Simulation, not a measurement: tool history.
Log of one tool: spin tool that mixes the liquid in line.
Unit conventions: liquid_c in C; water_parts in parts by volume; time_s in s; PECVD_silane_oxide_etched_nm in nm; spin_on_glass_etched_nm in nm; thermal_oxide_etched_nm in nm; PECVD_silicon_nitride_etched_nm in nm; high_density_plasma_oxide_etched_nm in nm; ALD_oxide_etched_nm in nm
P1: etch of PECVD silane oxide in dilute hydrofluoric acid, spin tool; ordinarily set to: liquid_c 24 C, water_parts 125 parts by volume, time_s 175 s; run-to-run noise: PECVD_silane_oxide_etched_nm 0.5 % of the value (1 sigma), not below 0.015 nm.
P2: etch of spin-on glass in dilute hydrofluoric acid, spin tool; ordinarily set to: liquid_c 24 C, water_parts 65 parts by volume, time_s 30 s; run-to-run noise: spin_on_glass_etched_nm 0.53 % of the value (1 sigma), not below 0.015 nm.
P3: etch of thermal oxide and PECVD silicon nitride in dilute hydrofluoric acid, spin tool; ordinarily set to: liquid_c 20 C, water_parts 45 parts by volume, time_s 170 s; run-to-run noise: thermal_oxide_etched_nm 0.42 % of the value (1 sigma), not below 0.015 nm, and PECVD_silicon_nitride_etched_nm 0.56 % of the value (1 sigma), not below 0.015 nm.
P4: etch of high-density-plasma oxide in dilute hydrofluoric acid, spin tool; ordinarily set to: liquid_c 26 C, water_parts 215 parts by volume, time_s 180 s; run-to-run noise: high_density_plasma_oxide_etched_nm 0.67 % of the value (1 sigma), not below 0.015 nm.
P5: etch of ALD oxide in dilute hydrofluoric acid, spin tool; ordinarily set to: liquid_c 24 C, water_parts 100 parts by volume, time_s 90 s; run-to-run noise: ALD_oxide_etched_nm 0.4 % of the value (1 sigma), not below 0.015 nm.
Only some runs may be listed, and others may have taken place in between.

run   hour  process  liquid_c  water_parts  time_s  hours since the thermometer was replaced  hours since the hydrofluoric acid flow meter was replaced  PECVD_silane_oxide_etched_nm  spin_on_glass_etched_nm  thermal_oxide_etched_nm  PECVD_silicon_nitride_etched_nm  high_density_plasma_oxide_etched_nm  ALD_oxide_etched_nm
  1   11.4       P1        24          125     175                                       490                                                      566.9                        25.601
  2     23       P2        24          100      30                                     501.6                                                      578.5                                                 8.3656
  3   34.3       P2        24           65      55                                     512.9                                                      589.8                                                 24.855
  4   44.1       P1        24          125     175                                     522.7                                                      599.6                        25.696
  5   51.9       P1        24          125     320                                     530.5                                                      607.4                        46.728
  6   60.4       P3        20           45     170                                       539                                                      615.9                                                                          17.016                            5.792
  7   65.9       P4        26          215      75                                     544.5                                                      621.4                                                                                                                                                1.7235
  8   74.1       P2      31.5           65      30                                     552.7                                                      629.6                                                 18.182
  9   81.1       P1      27.5          125     105                                     559.7                                                      636.6                        17.465
 10   89.3       P4      20.5          215     180                                     567.9                                                      644.8                                                                                                                                                3.4444
 11   97.8       P5        31          100      90                                     576.4                                                      653.3                                                                                                                                                                     38.611
 12  106.6       P3        20           45     170                                     585.2                                                      662.1                                                                          17.057                           5.7863
 13  116.4       P5        24          100      90                                       595                                                      671.9                                                                                                                                                                     29.374
 14  125.9       P1        24          125     175                                     604.5                                                      681.4                        25.391
     129.2  -- hydrofluoric acid flow meter replaced
 15  131.5       P1        24          125     175                                     610.1                                                        2.3                        25.528
 16  141.2       P5        24          155      90                                     619.8                                                         12                                                                                                                                                                     17.805
 17  151.3       P4        26          315     180                                     629.9                                                       22.1                                                                                                                                                2.6076
 18  161.8       P1        20          125     175                                     640.4                                                       32.6                         21.83
 19  171.5       P5        24          100      45                                     650.1                                                       42.3                                                                                                                                                                     14.709
 20  176.7       P3        20           65     170                                     655.3                                                       47.5                                                                          11.503                           4.0284
 21  185.6       P1        24          125     175                                     664.2                                                       56.4                        25.435
 22  190.9       P1        24          125      15                                     669.5                                                       61.7                        2.1514
 23  198.5       P4        26          215     180                                     677.1                                                       69.3                                                                                                                                                4.2156
 24  209.1       P1        24           45     175                                     687.7                                                       79.9                        78.368
 25  218.1       P2        24           65      30                                     696.7                                                       88.9                                                  13.59
 26  229.5       P1        24           55     265                                     708.1                                                      100.3                        95.404
 27  236.5       P3        20           45      15                                     715.1                                                      107.3                                                                          1.4919                          0.50239
 28  245.8       P5        24          100      90                                     724.4                                                      116.6                                                                                                                                                                     29.444
 29  252.9       P1      27.5          125     175                                     731.5                                                      123.7                        28.816
 30  264.1       P3        17           45     170                                     742.7                                                      134.9                                                                           14.95                           4.7249
 31  272.2       P1        24          125     175                                     750.8                                                        143                        25.536
 32  280.5       P1        24          185     175                                     759.1                                                      151.3                        15.899
 33  289.2       P4        26          215     180                                     767.8                                                        160                                                                                                                                                4.2793
 34  294.7       P1        24          125     175                                     773.3                                                      165.5                        25.456
 35  304.1       P1        24          125     175                                     782.7                                                      174.9                        26.456
 36  314.8       P1        24          125     175                                     793.4                                                      185.6                        26.694
 37  319.9       P1        24          125     175                                     798.5                                                      190.7                        26.643
 38  325.9       P1        24          125     175                                     804.5                                                      196.7                        27.195
 39  333.1       P1        24          125     175                                     811.7                                                      203.9                        27.131
 40  338.2       P1        24          125     175                                     816.8                                                        209                        27.065
 41  347.4       P1        24          125     175                                       826                                                      218.2                        27.051

What P1 gives has crept off from where it sat before. The 2 causes that follow fit the log equally well, each at the size noted:
A: hydrofluoric acid flow above the setpoint (%) = 5.45
B: liquid hotter than its thermometer reads (K) = 1.58
The process output started creeping at around hour 294.7.

4 check runs are offered, one wafer each, their results left as question marks. Which one tells the causes apart?
check 1  356.6       P4        26          215     180                                                                                                                                                                                                                                                          ?
check 2  356.6       P5        24          100      90                                                                                                                                                                                                                                                                               ?
check 3  356.6       P2        24           65      30                                                                                                                                                           ?
check 4  356.6       P3        20           45     170                                                                                                                                                                                    ?                                ?

How each check would come out, cause by cause:
  check                               result    if A    if B
check 1  high_density_plasma_oxide_etched_nm  4.5092   4.467
check 2                  ALD_oxide_etched_nm  31.213  31.297
check 3              spin_on_glass_etched_nm  14.299   14.39
check 4              thermal_oxide_etched_nm  18.033  18.232
check 4      PECVD_silicon_nitride_etched_nm  6.1078  6.4711
Per check, the gap between the least separated pair of causes, taken in the result that splits them most: check 1 0.94 %; check 2 0.27 %; check 3 0.64 %; check 4 5.78 %
Of the check runs offered, only check 4 discriminates between the causes; the rest would read about the same regardless of which cause applies.

With check 4 done, the readings were: thermal_oxide_etched_nm 17.963 nm; PECVD_silicon_nitride_etched_nm 6.0818 nm. Identify which of the listed causes applies.

A is the cause: hydrofluoric acid flow above the setpoint (%).
